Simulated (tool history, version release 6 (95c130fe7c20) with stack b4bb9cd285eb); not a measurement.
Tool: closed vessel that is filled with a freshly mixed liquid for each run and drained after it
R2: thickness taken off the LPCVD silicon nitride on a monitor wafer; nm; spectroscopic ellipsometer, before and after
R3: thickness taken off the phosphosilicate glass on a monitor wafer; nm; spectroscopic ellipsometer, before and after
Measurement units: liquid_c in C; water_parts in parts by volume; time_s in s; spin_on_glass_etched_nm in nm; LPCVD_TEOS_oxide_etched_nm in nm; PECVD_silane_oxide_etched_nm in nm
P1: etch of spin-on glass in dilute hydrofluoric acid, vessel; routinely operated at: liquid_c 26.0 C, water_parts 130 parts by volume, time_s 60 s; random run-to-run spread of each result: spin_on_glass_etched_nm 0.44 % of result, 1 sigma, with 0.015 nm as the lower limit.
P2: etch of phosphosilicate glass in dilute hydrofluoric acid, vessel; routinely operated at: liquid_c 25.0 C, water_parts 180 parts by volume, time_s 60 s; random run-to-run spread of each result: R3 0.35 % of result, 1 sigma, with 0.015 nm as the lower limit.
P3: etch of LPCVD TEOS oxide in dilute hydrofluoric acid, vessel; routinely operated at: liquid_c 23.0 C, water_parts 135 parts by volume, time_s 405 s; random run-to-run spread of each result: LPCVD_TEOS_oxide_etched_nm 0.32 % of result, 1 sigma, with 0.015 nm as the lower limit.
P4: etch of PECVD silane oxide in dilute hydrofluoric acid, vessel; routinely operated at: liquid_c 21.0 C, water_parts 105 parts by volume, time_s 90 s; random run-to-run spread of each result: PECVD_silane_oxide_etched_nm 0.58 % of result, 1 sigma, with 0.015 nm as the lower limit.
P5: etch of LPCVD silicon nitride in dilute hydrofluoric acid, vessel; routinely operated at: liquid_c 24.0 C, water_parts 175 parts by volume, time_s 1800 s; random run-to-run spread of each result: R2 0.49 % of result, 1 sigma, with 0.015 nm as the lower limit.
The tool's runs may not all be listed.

run 1 hour=14.4 | process=P1 liquid_c=26.0 water_parts=130 time_s=60 | spin_on_glass_etched_nm=21.355
run 2 hour=23.6 | process=P1 liquid_c=32.0 water_parts=130 time_s=60 | spin_on_glass_etched_nm=26.712
run 3 hour=37.9 | process=P1 liquid_c=26.0 water_parts=40 time_s=60 | spin_on_glass_etched_nm=78.845
run 4 hour=53.7 | process=P5 liquid_c=24.0 water_parts=175 time_s=3070 | R2=8.3837
run 5 hour=67.6 | process=P2 liquid_c=25.0 water_parts=180 time_s=60 | R3=49.950
run 6 hour=80.5 | process=P3 liquid_c=23.0 water_parts=135 time_s=405 | LPCVD_TEOS_oxide_etched_nm=53.740
run 7 hour=93.2 | process=P1 liquid_c=26.0 water_parts=130 time_s=30 | spin_on_glass_etched_nm=10.665
run 8 hour=107.8 | process=P4 liquid_c=21.0 water_parts=105 time_s=90 | PECVD_silane_oxide_etched_nm=16.5860
run 9 hour=120.2 | process=P1 liquid_c=21.5 water_parts=75 time_s=60 | spin_on_glass_etched_nm=33.179
run 10 hour=131.2 | process=P1 liquid_c=26.0 water_parts=130 time_s=105 | spin_on_glass_etched_nm=37.464
run 11 hour=138.9 | process=P4 liquid_c=21.0 water_parts=175 time_s=90 | PECVD_silane_oxide_etched_nm=9.3414
run 12 hour=150.1 | process=P4 liquid_c=21.0 water_parts=105 time_s=140 | PECVD_silane_oxide_etched_nm=26.3130
run 13 hour=158.9 | process=P1 liquid_c=26.0 water_parts=130 time_s=60 | spin_on_glass_etched_nm=21.362
run 14 hour=170.7 | process=P2 liquid_c=25.0 water_parts=45 time_s=60 | R3=237.770
run 15 hour=181.2 | process=P1 liquid_c=26.0 water_parts=130 time_s=60 | spin_on_glass_etched_nm=21.338
run 16 hour=195.8 | process=P3 liquid_c=23.0 water_parts=135 time_s=405 | LPCVD_TEOS_oxide_etched_nm=54.111
run 17 hour=207.1 | process=P3 liquid_c=23.0 water_parts=135 time_s=610 | LPCVD_TEOS_oxide_etched_nm=80.918
run 18 hour=215.9 | process=P3 liquid_c=23.0 water_parts=30 time_s=405 | LPCVD_TEOS_oxide_etched_nm=276.050
run 19 hour=228.2 | process=P5 liquid_c=24.0 water_parts=175 time_s=1800 | R2=4.8536
run 20 hour=244.3 | process=P1 liquid_c=26.0 water_parts=200 time_s=60 | spin_on_glass_etched_nm=12.828
run 21 hour=255.5 | process=P5 liquid_c=31.5 water_parts=175 time_s=1800 | R2=7.7036
run 22 hour=266.2 | process=P1 liquid_c=21.0 water_parts=130 time_s=60 | spin_on_glass_etched_nm=17.607
run 23 hour=275.6 | process=P4 liquid_c=21.0 water_parts=105 time_s=90 | PECVD_silane_oxide_etched_nm=16.7540
run 24 hour=286.0 | process=P1 liquid_c=26.0 water_parts=130 time_s=60 | spin_on_glass_etched_nm=21.252
run 25 hour=296.4 | process=P5 liquid_c=24.0 water_parts=65 time_s=1800 | R2=13.0020
run 26 hour=309.7 | process=P4 liquid_c=17.0 water_parts=105 time_s=90 | PECVD_silane_oxide_etched_nm=14.2470
run 27 hour=325.8 | process=P2 liquid_c=25.0 water_parts=180 time_s=105 | R3=87.511
run 28 hour=337.1 | process=P3 liquid_c=29.0 water_parts=135 time_s=405 | LPCVD_TEOS_oxide_etched_nm=67.658
run 29 hour=353.3 | process=P1 liquid_c=26.0 water_parts=130 time_s=60 | spin_on_glass_etched_nm=21.369
run 30 hour=368.3 | process=P2 liquid_c=17.0 water_parts=180 time_s=60 | R3=36.618
run 31 hour=376.6 | process=P1 liquid_c=26.0 water_parts=130 time_s=60 | spin_on_glass_etched_nm=21.587
run 32 hour=385.1 | process=P1 liquid_c=26.0 water_parts=130 time_s=60 | spin_on_glass_etched_nm=21.806
run 33 hour=401.1 | process=P1 liquid_c=26.0 water_parts=130 time_s=60 | spin_on_glass_etched_nm=22.537
run 34 hour=417.1 | process=P1 liquid_c=26.0 water_parts=130 time_s=60 | spin_on_glass_etched_nm=22.909
run 35 hour=430.5 | process=P1 liquid_c=26.0 water_parts=130 time_s=60 | spin_on_glass_etched_nm=22.995
run 36 hour=441.6 | process=P1 liquid_c=26.0 water_parts=130 time_s=60 | spin_on_glass_etched_nm=22.983
run 37 hour=454.8 | process=P1 liquid_c=26.0 water_parts=130 time_s=60 | spin_on_glass_etched_nm=23.156
run 38 hour=462.7 | process=P1 liquid_c=26.0 water_parts=130 time_s=60 | spin_on_glass_etched_nm=23.142
run 39 hour=469.8 | process=P1 liquid_c=26.0 water_parts=130 time_s=60 | spin_on_glass_etched_nm=23.114
run 40 hour=478.5 | process=P1 liquid_c=26.0 water_parts=130 time_s=60 | spin_on_glass_etched_nm=23.150
run 41 hour=486.9 | process=P1 liquid_c=26.0 water_parts=130 time_s=60 | spin_on_glass_etched_nm=23.098

The output of P1 has drifted from where it used to be. Each of the 2 causes below, taken at the size shown beside it, accounts for the log equally well:
A: liquid hotter than its thermometer reads (K) = 2.08
B: hydrofluoric acid flow above the setpoint (%) = 6.98
The process output started creeping at around hour 376.6.

Each of the 4 check runs below uses one wafer; its results are left as question marks. Which run tells the causes apart?
run check 1 hour=495.3 | process=P3 liquid_c=23.0 water_parts=135 time_s=405 | LPCVD_TEOS_oxide_etched_nm=?
run check 2 hour=495.3 | process=P2 liquid_c=25.0 water_parts=180 time_s=60 | R3=?
run check 3 hour=495.3 | process=P5 liquid_c=24.0 water_parts=175 time_s=1800 | R2=?
run check 4 hour=495.3 | process=P4 liquid_c=21.0 water_parts=105 time_s=90 | PECVD_silane_oxide_etched_nm=?

How each check would come out, cause by cause:
check=check_1 result=LPCVD_TEOS_oxide_etched_nm if_A=58.288 if_B=58.129
check=check_2 result=R3 if_A=54.129 if_B=54.375
check=check_3 result=R2 if_A=5.5810 if_B=5.2307
check=check_4 result=PECVD_silane_oxide_etched_nm if_A=18.1940 if_B=18.0430
Per-check spread between the two closest causes, in the result where they differ most: check 1 0.27 %; check 2 0.45 %; check 3 6.48 %; check 4 0.83 %
Check 3 distinguishes between the causes, while the remaining checks would return nearly the same result for all of them.

Here is what check 3 returned: R2 5.5771 nm. Which cause is it?

It is A: liquid hotter than its thermometer reads (K).
